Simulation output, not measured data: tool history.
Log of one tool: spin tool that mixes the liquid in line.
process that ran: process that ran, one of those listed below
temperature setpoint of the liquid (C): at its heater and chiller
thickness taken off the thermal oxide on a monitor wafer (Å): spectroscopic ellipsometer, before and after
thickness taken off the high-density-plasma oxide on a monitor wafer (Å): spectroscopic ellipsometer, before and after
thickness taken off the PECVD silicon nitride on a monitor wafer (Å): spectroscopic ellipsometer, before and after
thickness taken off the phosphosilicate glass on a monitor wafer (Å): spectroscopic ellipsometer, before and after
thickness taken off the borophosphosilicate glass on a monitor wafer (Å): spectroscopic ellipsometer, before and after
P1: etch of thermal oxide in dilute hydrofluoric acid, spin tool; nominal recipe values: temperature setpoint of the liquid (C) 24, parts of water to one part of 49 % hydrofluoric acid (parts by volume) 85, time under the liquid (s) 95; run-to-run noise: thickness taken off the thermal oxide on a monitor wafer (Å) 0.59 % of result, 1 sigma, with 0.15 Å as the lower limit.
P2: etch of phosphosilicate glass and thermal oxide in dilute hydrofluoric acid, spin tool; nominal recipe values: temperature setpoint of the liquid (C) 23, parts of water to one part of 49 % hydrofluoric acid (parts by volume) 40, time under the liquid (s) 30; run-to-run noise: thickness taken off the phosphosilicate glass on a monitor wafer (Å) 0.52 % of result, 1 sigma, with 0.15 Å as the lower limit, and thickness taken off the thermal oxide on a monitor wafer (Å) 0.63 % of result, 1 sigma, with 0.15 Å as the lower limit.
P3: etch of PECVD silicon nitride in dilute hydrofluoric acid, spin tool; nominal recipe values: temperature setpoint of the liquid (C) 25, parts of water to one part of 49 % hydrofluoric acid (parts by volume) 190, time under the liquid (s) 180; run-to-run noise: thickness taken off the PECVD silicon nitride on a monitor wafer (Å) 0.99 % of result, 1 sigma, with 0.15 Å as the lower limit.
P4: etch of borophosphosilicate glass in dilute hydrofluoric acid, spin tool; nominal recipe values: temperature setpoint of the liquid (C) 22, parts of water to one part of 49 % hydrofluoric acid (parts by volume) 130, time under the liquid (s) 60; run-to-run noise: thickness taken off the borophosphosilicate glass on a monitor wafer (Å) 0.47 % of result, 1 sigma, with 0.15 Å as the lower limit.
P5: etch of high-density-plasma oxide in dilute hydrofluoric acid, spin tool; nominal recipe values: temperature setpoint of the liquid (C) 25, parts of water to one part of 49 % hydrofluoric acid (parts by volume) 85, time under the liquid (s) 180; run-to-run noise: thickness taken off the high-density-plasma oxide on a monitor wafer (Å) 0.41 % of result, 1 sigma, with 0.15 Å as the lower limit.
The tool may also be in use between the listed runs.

run,hour,process that ran,temperature setpoint of the liquid (C),parts of water to one part of 49 % hydrofluoric acid (parts by volume),time under the liquid (s),thickness taken off the thermal oxide on a monitor wafer (Å),thickness taken off the high-density-plasma oxide on a monitor wafer (Å),thickness taken off the PECVD silicon nitride on a monitor wafer (Å),thickness taken off the phosphosilicate glass on a monitor wafer (Å),thickness taken off the borophosphosilicate glass on a monitor wafer (Å)
1,9.1,P1,24,85,95,53.957,,,,
2,22.6,P1,24,85,95,54.489,,,,
3,39.4,P5,25,85,180,,177.86,,,
4,53.7,P3,25,190,180,,,23.139,,
5,65.9,P1,24,85,165,93.214,,,,
6,80.5,P1,24,50,50,51.353,,,,
7,93.5,P1,30,85,95,68.718,,,,
8,107.3,P5,25,85,285,,281.49,,,
9,115.5,P1,24,120,140,54.73,,,,
10,123.4,P3,25,190,15,,,1.61,,
11,139.8,P5,18,85,180,,133.49,,,
12,147.9,P3,32.5,190,180,,,35.781,,
13,162.8,P2,17,40,30,27.43,,,751.58,
14,180.6,P1,24,25,95,198.67,,,,
15,196.1,P1,24,85,95,54.089,,,,
16,204.1,P4,22,130,30,,,,,96.769
17,212.1,P2,23,40,30,35.822,,,966.19,
# hour 215.8: thermometer replaced
18,224.9,P1,20.5,85,95,47.262,,,,
19,242.6,P4,22,130,60,,,,,191.92
20,255.5,P1,24,85,95,53.996,,,,
21,268.2,P4,22,130,60,,,,,193.65
22,278.4,P3,25,50,180,,,85.384,,
23,288.6,P2,23,60,30,23.094,,,629.46,
24,302,P4,22,230,60,,,,,97.209
25,315,P2,23,40,15,18.247,,,487,
26,323.9,P4,30.5,130,60,,,,,266.94
27,339.8,P1,24,125,95,35.121,,,,
28,350.6,P1,24,85,95,54.088,,,,
29,364.3,P5,25,40,180,,403.74,,,
30,381.4,P5,25,85,180,,178.36,,,
31,398.5,P1,24,85,15,8.5908,,,,
32,413,P1,24,85,95,54.119,,,,
33,430.6,P1,24,85,95,56.334,,,,
34,438.7,P1,24,85,95,57.573,,,,
35,454.5,P1,24,85,95,58.018,,,,
36,468.7,P1,24,85,95,58.095,,,,
37,479.7,P1,24,85,95,58.673,,,,
38,493.9,P1,24,85,95,58.411,,,,
39,501.7,P1,24,85,95,58.626,,,,

What P1 gives has crept away from where it was. These 2 causes fit the log equally well, each at the size given:
A: liquid hotter than its thermometer reads (K) = 1.93
B: hydrofluoric acid flow above the setpoint (%) = 7.18
At approximately hour 413, the process output began to creep.

Which of the 4 check runs listed below, each an average over 3 wafers with its results shown as question marks, gives clearly different results under the different listed causes?
check 1,509.5,P5,25,85,180,,?,,,
check 2,509.5,P3,25,190,180,,,?,,
check 3,509.5,P2,23,40,30,?,,,?,
check 4,509.5,P4,22,130,60,,,,,?

How each check would come out, cause by cause:
check,result,if A,if B
check 1,thickness taken off the high-density-plasma oxide on a monitor wafer (Å),192.09,192.22
check 2,thickness taken off the PECVD silicon nitride on a monitor wafer (Å),25.703,24.416
check 3,thickness taken off the thermal oxide on a monitor wafer (Å),38.827,38.547
check 3,thickness taken off the phosphosilicate glass on a monitor wafer (Å),1052.5,1044.9
check 4,thickness taken off the borophosphosilicate glass on a monitor wafer (Å),208.64,209.39
Per check, the gap between the least separated pair of causes, taken in the result that splits them most: check 1 0.07 %; check 2 5.14 %; check 3 0.72 %; check 4 0.36 %
Check 2 is the one run that separates the causes; every other check would come out nearly the same whichever cause is at work.

The results of check 2 are: thickness taken off the PECVD silicon nitride on a monitor wafer (Å) 25.702. Based on these, which of the listed causes is it?

It is A: liquid hotter than its thermometer reads (K).
